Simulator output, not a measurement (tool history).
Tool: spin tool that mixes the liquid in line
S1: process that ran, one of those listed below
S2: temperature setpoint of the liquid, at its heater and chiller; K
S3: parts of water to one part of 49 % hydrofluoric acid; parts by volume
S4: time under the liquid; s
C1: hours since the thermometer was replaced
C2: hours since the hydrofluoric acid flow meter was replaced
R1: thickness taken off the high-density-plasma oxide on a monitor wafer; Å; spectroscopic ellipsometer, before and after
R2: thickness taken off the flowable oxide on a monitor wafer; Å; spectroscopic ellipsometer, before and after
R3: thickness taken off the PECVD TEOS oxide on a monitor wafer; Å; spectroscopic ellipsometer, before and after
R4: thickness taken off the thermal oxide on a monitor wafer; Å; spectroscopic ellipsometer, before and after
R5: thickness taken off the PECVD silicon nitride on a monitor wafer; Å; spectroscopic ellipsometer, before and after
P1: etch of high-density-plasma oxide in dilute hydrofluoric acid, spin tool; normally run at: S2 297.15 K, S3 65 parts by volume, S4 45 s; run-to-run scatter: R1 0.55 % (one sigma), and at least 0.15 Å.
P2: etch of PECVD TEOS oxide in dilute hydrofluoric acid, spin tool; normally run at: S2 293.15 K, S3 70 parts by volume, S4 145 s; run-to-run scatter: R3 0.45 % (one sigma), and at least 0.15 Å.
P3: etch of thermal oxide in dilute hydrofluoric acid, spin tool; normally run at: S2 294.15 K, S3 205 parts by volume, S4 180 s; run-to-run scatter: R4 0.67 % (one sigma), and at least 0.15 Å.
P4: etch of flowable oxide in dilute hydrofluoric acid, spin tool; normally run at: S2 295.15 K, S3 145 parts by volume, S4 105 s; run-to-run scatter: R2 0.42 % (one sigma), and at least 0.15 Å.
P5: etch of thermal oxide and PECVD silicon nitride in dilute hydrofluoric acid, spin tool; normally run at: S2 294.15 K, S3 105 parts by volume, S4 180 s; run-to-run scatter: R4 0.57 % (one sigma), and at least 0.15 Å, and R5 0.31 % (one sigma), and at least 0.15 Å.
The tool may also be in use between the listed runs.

run	hour	S1	S2	S3	S4	C1	C2	R1	R2	R3	R4	R5
1	11.9	P1	297.15	65	45	521.8	1376.6	44.051				
2	22.9	P4	295.15	145	170	532.8	1387.6		480.92			
3	32.5	P1	290.15	65	45	542.4	1397.2	33.014				
4	41.9	P1	302.15	65	45	551.8	1406.6	53.841				
5	54.9	P1	297.15	65	45	564.8	1419.6	44.619				
6	64.1	P2	290.15	70	145	574	1428.8			139.96		
7	73.6	P2	293.15	70	40	583.5	1438.3			43.323		
8	84.5	P1	297.15	65	45	594.4	1449.2	44.634				
9	96.1	P1	297.15	65	80	606	1460.8	78.701				
10	106.1	P2	293.15	100	145	616	1470.8			107.2		
11	117.8	P3	300.15	205	180	627.7	1482.5				39.936	
12	128.2	P5	294.15	40	180	638.1	1492.9				204.38	209.26
13	142.5	P3	294.15	80	180	652.4	1507.2				93.857	
14	151.8	P1	297.15	115	80	661.7	1516.5	41.867				
15	162.5	P3	294.15	205	180	672.4	1527.2				31.923	
16	173.5	P1	297.15	65	25	683.4	1538.2	24.805				
17	182.6	P1	297.15	95	45	692.5	1547.3	29.226				
18	189.3	P5	294.15	105	180	699.2	1554				72.283	81.194
19	200.4	P1	297.15	65	45	710.3	1565.1	44.451				
20	210.5	P4	303.15	145	105	720.4	1575.2		398.65			
21	218.1	P1	297.15	20	45	728	1582.8	153.67				
22	231.2	P4	295.15	145	105	741.1	1595.9		294.14			
23	245.6	P2	293.15	70	145	755.5	1610.3			157.3		
24	255.4	P5	294.15	105	320	765.3	1620.1				128.14	143.97
25	261.9	P5	300.65	105	180	771.8	1626.6				92.75	124.76
26	274.1	P3	294.15	205	360	784	1638.8				64.266	
27	287.5	P1	297.15	65	45	797.4	1652.2	45.149				
28	295.4	P4	295.15	35	105	805.3	1660.1		1400.4			
29	305.7	P1	297.15	65	45	815.6	1670.4	44.288				
30	318.9	P1	297.15	65	45	828.8	1683.6	46.433				

Run 31 comes next. What will it give?
31	326	P1	297.15	65	45	835.9	1690.7	?				

{"run 31": {"R1": 47.206}}

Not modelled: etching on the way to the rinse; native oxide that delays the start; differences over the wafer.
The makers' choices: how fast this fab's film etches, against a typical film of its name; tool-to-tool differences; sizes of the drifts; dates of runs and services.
